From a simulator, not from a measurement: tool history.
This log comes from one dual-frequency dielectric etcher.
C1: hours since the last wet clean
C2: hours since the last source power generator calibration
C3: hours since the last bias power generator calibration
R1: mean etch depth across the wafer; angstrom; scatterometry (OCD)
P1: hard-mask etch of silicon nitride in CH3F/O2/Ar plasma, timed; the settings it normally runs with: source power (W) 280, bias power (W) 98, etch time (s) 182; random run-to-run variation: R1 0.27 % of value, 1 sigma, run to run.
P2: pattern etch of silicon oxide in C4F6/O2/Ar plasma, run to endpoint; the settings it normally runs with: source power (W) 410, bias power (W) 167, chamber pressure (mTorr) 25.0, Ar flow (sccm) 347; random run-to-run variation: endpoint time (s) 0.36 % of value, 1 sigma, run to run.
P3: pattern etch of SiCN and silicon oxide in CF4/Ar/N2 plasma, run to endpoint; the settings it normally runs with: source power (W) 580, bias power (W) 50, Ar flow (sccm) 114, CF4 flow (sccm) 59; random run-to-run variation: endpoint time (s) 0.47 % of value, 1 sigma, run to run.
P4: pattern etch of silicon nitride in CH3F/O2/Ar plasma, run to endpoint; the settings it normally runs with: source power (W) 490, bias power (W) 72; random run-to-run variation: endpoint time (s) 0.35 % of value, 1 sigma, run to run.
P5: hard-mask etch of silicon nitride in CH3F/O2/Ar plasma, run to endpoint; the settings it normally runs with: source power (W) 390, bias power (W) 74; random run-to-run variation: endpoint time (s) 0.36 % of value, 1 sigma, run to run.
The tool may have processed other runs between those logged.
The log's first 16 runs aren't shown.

Run 17, hour 139.0: process that ran P1, source power (W) 280, bias power (W) 131, etch time (s) 182; C1 585.9; C2 97.9; C3 362.2. Result: R1 1371.40 angstrom.
Run 18, hour 147.8: process that ran P4, source power (W) 490, bias power (W) 72; C1 594.7; C2 106.7; C3 371.0. Result: endpoint time (s) 43.5870.
Run 19, hour 157.2: process that ran P3, source power (W) 580, bias power (W) 50, Ar flow (sccm) 71, CF4 flow (sccm) 59; C1 604.1; C2 116.1; C3 380.4. Result: endpoint time (s) 17.1360.
Run 20, hour 168.1: process that ran P3, source power (W) 460, bias power (W) 50, Ar flow (sccm) 114, CF4 flow (sccm) 59; C1 615.0; C2 127.0; C3 391.3. Result: endpoint time (s) 23.1020.
Run 21, hour 175.3: process that ran P1, source power (W) 280, bias power (W) 98, etch time (s) 107; C1 622.2; C2 134.2; C3 398.5. Result: R1 716.95 angstrom.
Run 22, hour 182.5: process that ran P2, source power (W) 410, bias power (W) 167, chamber pressure (mTorr) 25.0, Ar flow (sccm) 347; C1 629.4; C2 141.4; C3 405.7. Result: endpoint time (s) 10.1110.
Run 23, hour 187.9: process that ran P1, source power (W) 350, bias power (W) 98, etch time (s) 182; C1 634.8; C2 146.8; C3 411.1. Result: R1 1323.60 angstrom.
Run 24, hour 197.3: process that ran P5, source power (W) 230, bias power (W) 74; C1 644.2; C2 156.2; C3 420.5. Result: endpoint time (s) 47.1230.
Run 25, hour 206.7: process that ran P4, source power (W) 640, bias power (W) 72; C1 653.6; C2 165.6; C3 429.9. Result: endpoint time (s) 39.3100.
Run 26, hour 217.0: process that ran P5, source power (W) 390, bias power (W) 46; C1 663.9; C2 175.9; C3 440.2. Result: endpoint time (s) 45.0230.
Run 27, hour 225.1: process that ran P1, source power (W) 280, bias power (W) 98, etch time (s) 182; C1 672.0; C2 184.0; C3 448.3. Result: R1 1222.70 angstrom.
Run 28, hour 236.4: process that ran P1, source power (W) 200, bias power (W) 98, etch time (s) 237; C1 683.3; C2 195.3; C3 459.6. Result: R1 1408.50 angstrom.
Run 29, hour 243.6: process that ran P1, source power (W) 280, bias power (W) 98, etch time (s) 182; C1 690.5; C2 202.5; C3 466.8. Result: R1 1221.10 angstrom.
Run 30, hour 251.6: process that ran P1, source power (W) 280, bias power (W) 98, etch time (s) 182; C1 698.5; C2 210.5; C3 474.8. Result: R1 1228.40 angstrom.
Run 31, hour 259.7: process that ran P1, source power (W) 280, bias power (W) 98, etch time (s) 182; C1 706.6; C2 218.6; C3 482.9. Result: R1 1234.90 angstrom.
Run 32, hour 265.2: process that ran P1, source power (W) 280, bias power (W) 98, etch time (s) 182; C1 712.1; C2 224.1; C3 488.4. Result: R1 1233.80 angstrom.
Run 33, hour 274.1: process that ran P1, source power (W) 280, bias power (W) 98, etch time (s) 182; C1 721.0; C2 233.0; C3 497.3. Result: R1 1238.10 angstrom.
Run 34, hour 285.2: process that ran P1, source power (W) 280, bias power (W) 98, etch time (s) 182; C1 732.1; C2 244.1; C3 508.4. Result: R1 1241.50 angstrom.
Run 35, hour 295.4: process that ran P1, source power (W) 280, bias power (W) 98, etch time (s) 182; C1 742.3; C2 254.3; C3 518.6. Result: R1 1242.60 angstrom.
At hour 296.8: wet clean of the chamber.
Run 36, hour 303.8: process that ran P1, source power (W) 280, bias power (W) 98, etch time (s) 182; C1 7.1; C2 262.7; C3 527.0. Result: R1 1245.00 angstrom.

Forecast run 37:
Run 37, hour 314.5: process that ran P1, source power (W) 280, bias power (W) 98, etch time (s) 182; C1 17.8; C2 273.4; C3 537.7. Result: R1 ?.

Run 37 gave R1 1240.00 angstrom.
